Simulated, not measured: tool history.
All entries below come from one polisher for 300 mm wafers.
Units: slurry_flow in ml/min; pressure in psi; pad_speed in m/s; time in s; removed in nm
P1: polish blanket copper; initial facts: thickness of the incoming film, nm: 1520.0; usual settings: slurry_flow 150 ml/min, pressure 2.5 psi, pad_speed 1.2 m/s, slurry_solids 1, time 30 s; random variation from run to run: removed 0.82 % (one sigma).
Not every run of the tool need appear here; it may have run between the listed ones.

| run | day | slurry_flow | pressure | pad_speed | slurry_solids | time | wafers polished on this pad | hours since the slurry nozzle was cleaned | hours since the head pressure was calibrated | hours since the slurry blender was calibrated | removed |
|---|---|---|---|---|---|---|---|---|---|---|---|
| 1 | 0.608 | 150 | 2.5 | 1.2 | 1 | 30 | 531 | 399.7 | 328.6 | 93.7 | 93.071 |
| 2 | 1 | 150 | 2.5 | 1.2 | 1 | 37 | 638 | 409.1 | 338 | 103.1 | 114.49 |
| 3 | 1.604 | 150 | 2.5 | 1.2 | 0.75 | 30 | 804 | 423.6 | 352.5 | 117.6 | 87.964 |
| 4 | 1.996 | 215 | 2.5 | 1.2 | 0.7 | 30 | 911 | 433 | 361.9 | 127 | 91.522 |
| 5 | 2.683 | 150 | 2.5 | 1.2 | 1.35 | 30 | 1099 | 449.5 | 378.4 | 143.5 | 100.64 |
| 6 | 3.3 | 150 | 2.5 | 1.2 | 1 | 30 | 1268 | 464.3 | 393.2 | 158.3 | 93.543 |
| 7 | 3.717 | 150 | 1.7 | 1.2 | 1 | 30 | 1382 | 474.3 | 403.2 | 168.3 | 63.518 |
| 8 | 4.233 | 150 | 2.5 | 1.2 | 1 | 20 | 1524 | 486.7 | 415.6 | 180.7 | 61.201 |
| 9 | 4.788 | 150 | 1.2 | 0.58 | 1 | 30 | 1676 | 500 | 428.9 | 194 | 21.451 |
| 10 | 5.133 | 150 | 2.5 | 1.62 | 1 | 30 | 1771 | 508.3 | 437.2 | 202.3 | 125.79 |
| 11 | 5.592 | 150 | 2.5 | 1.2 | 1 | 30 | 1896 | 519.3 | 448.2 | 213.3 | 91.661 |
| 12 | 6.229 | 90 | 2.5 | 1.2 | 1 | 30 | 2071 | 534.6 | 463.5 | 228.6 | 82.138 |
| 13 | 6.85 | 150 | 2.5 | 1.2 | 1 | 30 | 2241 | 549.5 | 478.4 | 243.5 | 93.083 |
| 14 | 7.296 | 150 | 4 | 1.2 | 1 | 30 | 2363 | 560.2 | 489.1 | 254.2 | 148.94 |
| 15 | 7.708 | 150 | 2.5 | 1.66 | 1 | 20 | 2476 | 570.1 | 499 | 264.1 | 86.474 |
| 16 | 8.242 | 190 | 2.5 | 1.2 | 1 | 30 | 2623 | 582.9 | 511.8 | 276.9 | 95.686 |
| 17 | 8.621 | 150 | 2.5 | 0.88 | 1 | 30 | 2726 | 592 | 520.9 | 286 | 68.287 |
| 18 | 9.121 | 150 | 2.5 | 1.2 | 1 | 30 | 2863 | 604 | 532.9 | 298 | 92.834 |
| 19 | 9.867 | 150 | 2.5 | 1.2 | 1 | 30 | 3068 | 621.9 | 550.8 | 315.9 | 89.918 |
| 20 | 10.358 | 150 | 2.5 | 1.2 | 1 | 30 | 3203 | 633.7 | 562.6 | 327.7 | 88.69 |
| 21 | 10.983 | 150 | 2.5 | 1.2 | 1 | 30 | 3374 | 648.7 | 577.6 | 342.7 | 88.425 |
| 22 | 11.746 | 150 | 2.5 | 1.2 | 1 | 30 | 3583 | 667 | 595.9 | 361 | 86.22 |
| 23 | 12.262 | 150 | 2.5 | 1.2 | 1 | 30 | 3724 | 679.4 | 608.3 | 373.4 | 85.64 |
|  | 12.742 | head pressure recalibrated |
| 24 | 13.012 | 150 | 2.5 | 1.2 | 1 | 30 | 3930 | 697.4 | 6.5 | 391.4 | 85.318 |
| 25 | 13.358 | 150 | 2.5 | 1.2 | 1 | 30 | 4025 | 705.7 | 14.8 | 399.7 | 84.291 |
|  | 13.429 | worn pad replaced by a new one |
| 26 | 13.883 | 150 | 2.5 | 1.2 | 1 | 30 | 124 | 718.3 | 27.4 | 412.3 | 85.03 |
| 27 | 14.404 | 150 | 2.5 | 1.2 | 1 | 30 | 267 | 730.8 | 39.9 | 424.8 | 85.578 |
| 28 | 15.117 | 150 | 2.5 | 1.2 | 1 | 30 | 462 | 747.9 | 57 | 441.9 | 86.496 |

The output of P1 has drifted from where it used to be. Each of the 2 causes below, taken at the size shown beside it, accounts for the log equally well:
A: slurry flow missing at the pad, % = 34.1
B: abrasive missing from the slurry, % = 34.3
The process output started creeping at around day 9.121.
Why every other cause is out:
removal rate lost through wear of the pad, %: serviced at day 13.429, which brought nothing back
head's pressure below its setpoint, %: serviced at day 12.742, which brought nothing back

Each of the check runs listed below is run on 2 wafers and reports their average, with the results left as question marks. Pick the one under which the possible causes would lead to clearly different results.
| check 1 | 15.829 | 150 | 2.5 | 1.2 | 0.8 | 30 |  |  |  |  | ? |
| check 2 | 15.829 | 150 | 3.4 | 1.2 | 1 | 30 |  |  |  |  | ? |
| check 3 | 15.829 | 95 | 2.5 | 1.2 | 1 | 30 |  |  |  |  | ? |
| check 4 | 15.829 | 150 | 3.9 | 1.2 | 1.3 | 30 |  |  |  |  | ? |

If the cause were each of the candidates in turn, the checks would give the following:
| check | result | if A | if B |
|---|---|---|---|
| check 1 | removed | 81.223 | 81.426 |
| check 2 | removed | 115.8 | 115.8 |
| check 3 | removed | 73.939 | 77.203 |
| check 4 | removed | 140.63 | 140.24 |
Per-check spread between the two closest causes, in the result where they differ most: check 1 0.25 %; check 2 0 %; check 3 4.32 %; check 4 0.28 %
Only check 3 tells the causes apart: in the others they would give nearly the same result.

Check 3 was then run and gave: removed 73.483 nm. Which cause is it?

Of the candidate causes, it is A: slurry flow missing at the pad, %.
